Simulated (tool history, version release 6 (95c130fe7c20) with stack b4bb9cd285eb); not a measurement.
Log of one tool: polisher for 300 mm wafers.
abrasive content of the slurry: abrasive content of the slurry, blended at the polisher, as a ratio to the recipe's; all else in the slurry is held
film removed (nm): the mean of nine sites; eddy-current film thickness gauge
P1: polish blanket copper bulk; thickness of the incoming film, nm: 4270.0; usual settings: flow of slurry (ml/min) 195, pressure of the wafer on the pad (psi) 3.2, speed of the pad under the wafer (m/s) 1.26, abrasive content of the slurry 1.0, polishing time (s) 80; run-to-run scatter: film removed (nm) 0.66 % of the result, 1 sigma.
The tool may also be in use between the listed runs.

run	hour	flow of slurry (ml/min)	pressure of the wafer on the pad (psi)	speed of the pad under the wafer (m/s)	abrasive content of the slurry	polishing time (s)	wafers polished on this pad	hours since the slurry nozzle was cleaned	hours since the head pressure was calibrated	hours since the slurry blender was calibrated	film removed (nm)
1	4.0	195	3.2	1.26	1.0	80	424	300.2	616.4	69.8	1147.90
# hour 7.8: slurry blender recalibrated
2	7.9	195	3.2	1.26	1.0	80	468	304.1	620.3	0.1	1136.40
3	12.5	195	4.3	1.26	1.5	80	520	308.7	624.9	4.7	1682.60
4	17.9	195	2.0	1.26	1.0	80	581	314.1	630.3	10.1	710.80
5	22.7	195	3.2	1.26	1.0	53	635	318.9	635.1	14.9	754.16
6	25.1	195	5.0	1.26	1.0	80	662	321.3	637.5	17.3	1809.60
7	27.8	195	3.2	1.76	1.0	80	693	324.0	640.2	20.0	1602.30
8	33.0	195	3.2	1.26	1.3	80	752	329.2	645.4	25.2	1215.50
9	37.8	195	3.2	1.26	1.0	116	806	334.0	650.2	30.0	1649.30
10	42.1	115	3.2	1.26	1.0	80	855	338.3	654.5	34.3	1031.20
11	47.3	195	3.2	1.26	1.0	80	913	343.5	659.7	39.5	1129.10
12	49.9	195	3.2	1.26	1.0	80	943	346.1	662.3	42.1	1146.40
13	53.8	285	3.2	1.26	1.0	80	987	350.0	666.2	46.0	1198.30
14	56.2	195	3.2	0.84	1.0	80	1014	352.4	668.6	48.4	765.89
15	61.6	195	3.2	1.26	0.5	80	1075	357.8	674.0	53.8	995.69
16	65.7	195	3.2	1.26	1.0	80	1122	361.9	678.1	57.9	1150.60
17	70.5	195	3.2	1.26	1.0	80	1176	366.7	682.9	62.7	1138.90
18	75.4	195	3.2	1.26	1.0	80	1231	371.6	687.8	67.6	1110.70
19	79.4	195	3.2	1.26	1.0	80	1277	375.6	691.8	71.6	1098.80
20	82.1	195	3.2	1.26	1.0	80	1307	378.3	694.5	74.3	1099.20

Forecast run 21:
21	84.9	195	3.2	1.26	1.0	80	1339	381.1	697.3	77.1	?

{"run 21": {"film removed (nm)": 1085.1}}

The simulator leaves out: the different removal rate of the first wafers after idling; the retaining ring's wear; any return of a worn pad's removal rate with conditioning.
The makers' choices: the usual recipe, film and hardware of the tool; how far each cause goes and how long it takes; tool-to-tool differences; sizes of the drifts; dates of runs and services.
